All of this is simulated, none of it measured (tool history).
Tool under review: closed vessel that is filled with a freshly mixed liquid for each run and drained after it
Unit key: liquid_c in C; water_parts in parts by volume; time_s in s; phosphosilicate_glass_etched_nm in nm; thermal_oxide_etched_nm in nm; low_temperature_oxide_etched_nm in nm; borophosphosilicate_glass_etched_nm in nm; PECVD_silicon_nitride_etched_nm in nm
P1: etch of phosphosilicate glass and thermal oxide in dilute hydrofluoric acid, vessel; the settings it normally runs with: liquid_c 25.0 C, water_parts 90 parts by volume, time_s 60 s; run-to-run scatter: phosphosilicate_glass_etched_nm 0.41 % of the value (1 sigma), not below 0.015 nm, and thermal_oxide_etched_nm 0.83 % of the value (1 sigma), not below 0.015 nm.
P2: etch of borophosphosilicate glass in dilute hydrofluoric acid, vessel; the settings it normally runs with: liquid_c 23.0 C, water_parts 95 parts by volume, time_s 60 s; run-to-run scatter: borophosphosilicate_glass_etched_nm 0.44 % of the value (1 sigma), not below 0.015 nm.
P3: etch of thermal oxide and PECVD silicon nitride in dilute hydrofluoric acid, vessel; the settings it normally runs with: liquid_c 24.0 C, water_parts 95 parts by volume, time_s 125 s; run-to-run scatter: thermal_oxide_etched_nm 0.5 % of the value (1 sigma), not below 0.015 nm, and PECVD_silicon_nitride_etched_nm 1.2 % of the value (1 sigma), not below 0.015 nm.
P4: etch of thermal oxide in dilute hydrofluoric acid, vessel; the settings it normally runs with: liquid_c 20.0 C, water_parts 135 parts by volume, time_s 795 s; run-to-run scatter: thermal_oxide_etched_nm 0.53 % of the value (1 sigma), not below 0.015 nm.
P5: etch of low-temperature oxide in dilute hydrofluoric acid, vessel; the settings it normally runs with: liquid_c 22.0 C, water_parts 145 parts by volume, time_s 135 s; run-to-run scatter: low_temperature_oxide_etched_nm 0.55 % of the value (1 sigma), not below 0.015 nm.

| run | hour | process | liquid_c | water_parts | time_s | hours since the thermometer was replaced | hours since the hydrofluoric acid flow meter was replaced | phosphosilicate_glass_etched_nm | thermal_oxide_etched_nm | low_temperature_oxide_etched_nm | borophosphosilicate_glass_etched_nm | PECVD_silicon_nitride_etched_nm |
|---|---|---|---|---|---|---|---|---|---|---|---|---|
| 1 | 10.1 | P1 | 25.0 | 90 | 60 | 850.7 | 584.6 | 144.580 | 3.2515 |  |  |  |
| 2 | 20.0 | P1 | 25.0 | 125 | 60 | 860.6 | 594.5 | 99.932 | 2.2619 |  |  |  |
| 3 | 30.0 | P1 | 25.0 | 50 | 60 | 870.6 | 604.5 | 274.930 | 6.3047 |  |  |  |
| 4 | 38.2 | P1 | 31.5 | 25 | 60 | 878.8 | 612.7 | 741.400 | 17.0480 |  |  |  |
| 5 | 49.3 | P1 | 25.0 | 90 | 60 | 889.9 | 623.8 | 143.250 | 3.2982 |  |  |  |
| 6 | 62.0 | P5 | 17.0 | 145 | 135 | 902.6 | 636.5 |  |  | 16.096 |  |  |
| 7 | 68.4 | P2 | 23.0 | 95 | 30 | 909.0 | 642.9 |  |  |  | 10.971 |  |
| 8 | 82.9 | P3 | 24.0 | 95 | 125 | 923.5 | 657.4 |  | 5.9335 |  |  | 2.3170 |
| 9 | 96.0 | P4 | 20.0 | 135 | 795 | 936.6 | 670.5 |  | 24.2130 |  |  |  |
| 10 | 109.3 | P3 | 24.0 | 95 | 250 | 949.9 | 683.8 |  | 11.7930 |  |  | 4.5117 |
| 11 | 121.7 | P1 | 25.0 | 90 | 60 | 962.3 | 696.2 | 143.560 | 3.3622 |  |  |  |
| 12 | 132.1 | P1 | 29.5 | 20 | 60 | 972.7 | 706.6 | 858.490 | 19.3930 |  |  |  |
| 13 | 141.8 | P1 | 32.0 | 90 | 60 | 982.4 | 716.3 | 188.930 | 4.3269 |  |  |  |
| 14 | 156.2 | P4 | 20.0 | 20 | 795 | 996.8 | 730.7 |  | 186.7300 |  |  |  |
| 15 | 166.2 | P1 | 25.0 | 120 | 105 | 1006.8 | 740.7 | 181.560 | 4.1508 |  |  |  |
| 16 | 180.3 | P2 | 23.0 | 150 | 60 | 1020.9 | 754.8 |  |  |  | 12.960 |  |
| 17 | 191.4 | P3 | 28.0 | 95 | 125 | 1032.0 | 765.9 |  | 6.8851 |  |  | 2.9385 |
| 18 | 203.1 | P1 | 25.0 | 90 | 110 | 1043.7 | 777.6 | 264.220 | 6.0031 |  |  |  |
| 19 | 213.8 | P2 | 23.0 | 95 | 60 | 1054.4 | 788.3 |  |  |  | 21.796 |  |
| 20 | 221.2 | P1 | 25.0 | 90 | 60 | 1061.8 | 795.7 | 144.170 | 3.2772 |  |  |  |
| 21 | 235.0 | P1 | 20.5 | 90 | 60 | 1075.6 | 809.5 | 120.130 | 2.7769 |  |  |  |
| 22 | 248.0 | P1 | 25.0 | 90 | 60 | 1088.6 | 822.5 | 143.850 | 3.3053 |  |  |  |
| 23 | 259.1 | P3 | 24.0 | 45 | 125 | 1099.7 | 833.6 |  | 13.2590 |  |  | 4.8126 |
| 24 | 268.3 | P5 | 22.0 | 145 | 135 | 1108.9 | 842.8 |  |  | 19.555 |  |  |
| 25 | 275.0 | P5 | 22.0 | 145 | 255 | 1115.6 | 849.5 |  |  | 36.613 |  |  |
| 26 | 285.5 | P4 | 20.0 | 135 | 795 | 1126.1 | 860.0 |  | 24.2100 |  |  |  |
| 27 | 294.7 | P5 | 22.0 | 250 | 135 | 1135.3 | 869.2 |  |  | 10.271 |  |  |
| 28 | 304.0 | P2 | 30.0 | 95 | 60 | 1144.6 | 878.5 |  |  |  | 28.456 |  |
| 29 | 314.7 | P4 | 28.0 | 135 | 795 | 1155.3 | 889.2 |  | 33.0080 |  |  |  |
| 30 | 321.2 | P1 | 25.0 | 90 | 30 | 1161.8 | 895.7 | 72.360 | 1.6529 |  |  |  |
| 31 | 327.7 | P1 | 25.0 | 90 | 60 | 1168.3 | 902.2 | 144.140 | 3.3164 |  |  |  |
| 32 | 336.6 | P1 | 25.0 | 90 | 60 | 1177.2 | 911.1 | 143.410 | 3.2650 |  |  |  |
| 33 | 349.2 | P4 | 20.0 | 135 | 365 | 1189.8 | 923.7 |  | 11.1250 |  |  |  |
| 34 | 358.6 | P1 | 25.0 | 90 | 60 | 1199.2 | 933.1 | 143.150 | 3.3218 |  |  |  |
| 35 | 367.5 | P1 | 25.0 | 90 | 60 | 1208.1 | 942.0 | 139.270 | 3.1963 |  |  |  |
| 36 | 379.3 | P1 | 25.0 | 90 | 60 | 1219.9 | 953.8 | 135.410 | 3.0943 |  |  |  |
| 37 | 387.8 | P1 | 25.0 | 90 | 60 | 1228.4 | 962.3 | 133.900 | 3.0414 |  |  |  |
| 38 | 394.3 | P1 | 25.0 | 90 | 60 | 1234.9 | 968.8 | 131.890 | 3.0514 |  |  |  |
| 39 | 405.5 | P1 | 25.0 | 90 | 60 | 1246.1 | 980.0 | 131.730 | 3.0285 |  |  |  |
| 40 | 413.4 | P1 | 25.0 | 90 | 60 | 1254.0 | 987.9 | 131.850 | 3.0200 |  |  |  |
| 41 | 424.8 | P1 | 25.0 | 90 | 60 | 1265.4 | 999.3 | 130.950 | 3.0599 |  |  |  |
| 42 | 436.0 | P1 | 25.0 | 90 | 60 | 1276.6 | 1010.5 | 131.290 | 3.0192 |  |  |  |

The output of P1 has drifted from where it used to be. Each of the 2 causes below, taken at the size shown beside it, accounts for the log equally well:
A: liquid colder than its thermometer reads (K) = 2.34
B: hydrofluoric acid flow below the setpoint (%) = 8
The process output started creeping at around hour 358.6.

Of the 4 check runs below, each run on 2 wafers with the results averaged and each result still a question mark, which one would tell the listed causes apart?
| check 1 | 447.2 | P5 | 19.0 | 145 | 250 |  |  |  |  | ? |  |  |
| check 2 | 447.2 | P3 | 24.0 | 95 | 240 |  |  |  | ? |  |  | ? |
| check 3 | 447.2 | P2 | 26.0 | 95 | 30 |  |  |  |  |  | ? |  |
| check 4 | 447.2 | P4 | 27.5 | 35 | 795 |  |  |  | ? |  |  |  |

Expected result of each check under each candidate cause:
| check | result | if A | if B |
|---|---|---|---|
| check 1 | low_temperature_oxide_etched_nm | 29.197 | 29.174 |
| check 2 | thermal_oxide_etched_nm | 10.3380 | 10.3430 |
| check 2 | PECVD_silicon_nitride_etched_nm | 3.7692 | 4.0575 |
| check 3 | borophosphosilicate_glass_etched_nm | 11.159 | 11.141 |
| check 4 | thermal_oxide_etched_nm | 130.3800 | 131.4300 |
Per-check spread between the two closest causes, in the result where they differ most: check 1 0.08 %; check 2 7.37 %; check 3 0.17 %; check 4 0.8 %
Only in check 2 would the causes give clearly different results; in the remaining checks their results would be nearly the same.

Check 2 was carried out, with these results: thermal_oxide_etched_nm 10.3390 nm; PECVD_silicon_nitride_etched_nm 4.0762 nm. Which of the listed causes is responsible?

It is B: hydrofluoric acid flow below the setpoint (%).
